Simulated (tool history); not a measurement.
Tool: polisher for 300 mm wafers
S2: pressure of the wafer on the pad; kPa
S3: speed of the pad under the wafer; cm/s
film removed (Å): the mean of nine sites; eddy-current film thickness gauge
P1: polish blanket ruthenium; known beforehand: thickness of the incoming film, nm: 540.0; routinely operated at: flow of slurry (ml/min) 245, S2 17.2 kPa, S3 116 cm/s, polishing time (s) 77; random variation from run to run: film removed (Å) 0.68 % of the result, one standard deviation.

Run 1, day 0.475: flow of slurry (ml/min) 245, S2 17.2 kPa, S3 116 cm/s, polishing time (s) 77. Result: film removed (Å) 1392.20.
Run 2, day 0.833: flow of slurry (ml/min) 145, S2 17.2 kPa, S3 116 cm/s, polishing time (s) 77. Result: film removed (Å) 1284.30.
Run 3, day 1.371: flow of slurry (ml/min) 245, S2 7.6 kPa, S3 116 cm/s, polishing time (s) 77. Result: film removed (Å) 606.41.
Run 4, day 1.717: flow of slurry (ml/min) 245, S2 26.9 kPa, S3 116 cm/s, polishing time (s) 77. Result: film removed (Å) 2156.50.
Run 5, day 2.138: flow of slurry (ml/min) 355, S2 17.2 kPa, S3 116 cm/s, polishing time (s) 50. Result: film removed (Å) 924.34.
Run 6, day 2.475: flow of slurry (ml/min) 315, S2 17.2 kPa, S3 116 cm/s, polishing time (s) 77. Result: film removed (Å) 1411.70.
Run 7, day 2.779: flow of slurry (ml/min) 245, S2 17.2 kPa, S3 116 cm/s, polishing time (s) 77. Result: film removed (Å) 1380.00.
Run 8, day 3.192: flow of slurry (ml/min) 245, S2 17.2 kPa, S3 52 cm/s, polishing time (s) 77. Result: film removed (Å) 615.98.
Run 9, day 3.488: flow of slurry (ml/min) 245, S2 17.2 kPa, S3 180 cm/s, polishing time (s) 77. Result: film removed (Å) 2142.90.
Run 10, day 3.888: flow of slurry (ml/min) 245, S2 17.2 kPa, S3 116 cm/s, polishing time (s) 77. Result: film removed (Å) 1406.60.
Run 11, day 4.217: flow of slurry (ml/min) 245, S2 17.2 kPa, S3 116 cm/s, polishing time (s) 120. Result: film removed (Å) 2124.50.
Run 12, day 4.796: flow of slurry (ml/min) 245, S2 17.2 kPa, S3 116 cm/s, polishing time (s) 37. Result: film removed (Å) 660.26.
Run 13, day 5.196: flow of slurry (ml/min) 245, S2 17.2 kPa, S3 116 cm/s, polishing time (s) 77. Result: film removed (Å) 1383.40.
Run 14, day 5.746: flow of slurry (ml/min) 245, S2 7.6 kPa, S3 116 cm/s, polishing time (s) 53. Result: film removed (Å) 416.40.
Run 15, day 6.200: flow of slurry (ml/min) 245, S2 17.2 kPa, S3 116 cm/s, polishing time (s) 77. Result: film removed (Å) 1383.40.
Run 16, day 6.762: flow of slurry (ml/min) 245, S2 17.2 kPa, S3 116 cm/s, polishing time (s) 77. Result: film removed (Å) 1349.10.
Run 17, day 7.317: flow of slurry (ml/min) 245, S2 17.2 kPa, S3 116 cm/s, polishing time (s) 77. Result: film removed (Å) 1324.40.
Run 18, day 7.608: flow of slurry (ml/min) 245, S2 17.2 kPa, S3 116 cm/s, polishing time (s) 77. Result: film removed (Å) 1330.00.
Run 19, day 8.150: flow of slurry (ml/min) 245, S2 17.2 kPa, S3 116 cm/s, polishing time (s) 77. Result: film removed (Å) 1314.30.
Run 20, day 8.608: flow of slurry (ml/min) 245, S2 17.2 kPa, S3 116 cm/s, polishing time (s) 77. Result: film removed (Å) 1288.20.
Run 21, day 8.925: flow of slurry (ml/min) 245, S2 17.2 kPa, S3 116 cm/s, polishing time (s) 77. Result: film removed (Å) 1302.50.
At day 9.192: worn pad replaced by a new one.
Run 22, day 9.321: flow of slurry (ml/min) 245, S2 17.2 kPa, S3 116 cm/s, polishing time (s) 77. Result: film removed (Å) 1293.40.
Run 23, day 9.917: flow of slurry (ml/min) 245, S2 17.2 kPa, S3 116 cm/s, polishing time (s) 77. Result: film removed (Å) 1304.50.
Run 24, day 10.392: flow of slurry (ml/min) 245, S2 17.2 kPa, S3 116 cm/s, polishing time (s) 77. Result: film removed (Å) 1294.40.

What P1 gives has crept off from where it sat before. The 2 causes that follow fit the log equally well, each at the size noted:
A: slurry flow missing at the pad, % = 38.6
B: head's pressure below its setpoint, % = 6.58
Creep in the process output first set in at about day 6.200.
Ruled out, with reasons:
removal rate lost through wear of the pad, %: maintenance at day 9.192, after the shift began, did not return the process to its former output

The list below offers 4 check runs, each averaging the results of 2 wafers, and shows each result as a question mark. For which of them would the listed causes give clearly different results?
Run check 1, day 10.867: flow of slurry (ml/min) 245, S2 17.2 kPa, S3 68 cm/s, polishing time (s) 110. Result: film removed (Å) ?.
Run check 2, day 10.867: flow of slurry (ml/min) 245, S2 26.2 kPa, S3 58 cm/s, polishing time (s) 77. Result: film removed (Å) ?.
Run check 3, day 10.867: flow of slurry (ml/min) 245, S2 26.9 kPa, S3 116 cm/s, polishing time (s) 45. Result: film removed (Å) ?.
Run check 4, day 10.867: flow of slurry (ml/min) 145, S2 26.2 kPa, S3 116 cm/s, polishing time (s) 77. Result: film removed (Å) ?.

If the cause were each of the candidates in turn, the checks would give the following:
  check            result     if A     if B
check 1  film removed (Å)  1080.10  1080.10
check 2  film removed (Å)   980.20   980.22
check 3  film removed (Å)  1175.80  1175.90
check 4  film removed (Å)  1744.60  1819.50
Distance between the nearest two causes, measured in the result of the check that separates them most: check 1 0 %; check 2 0 %; check 3 0 %; check 4 4.21 %
Only in check 4 would the causes give clearly different results; in the remaining checks their results would be nearly the same.

Check 4 has now been run. It gave: film removed (Å) 1739.30. Which of the candidate causes is it?

A is the cause: slurry flow missing at the pad, %.

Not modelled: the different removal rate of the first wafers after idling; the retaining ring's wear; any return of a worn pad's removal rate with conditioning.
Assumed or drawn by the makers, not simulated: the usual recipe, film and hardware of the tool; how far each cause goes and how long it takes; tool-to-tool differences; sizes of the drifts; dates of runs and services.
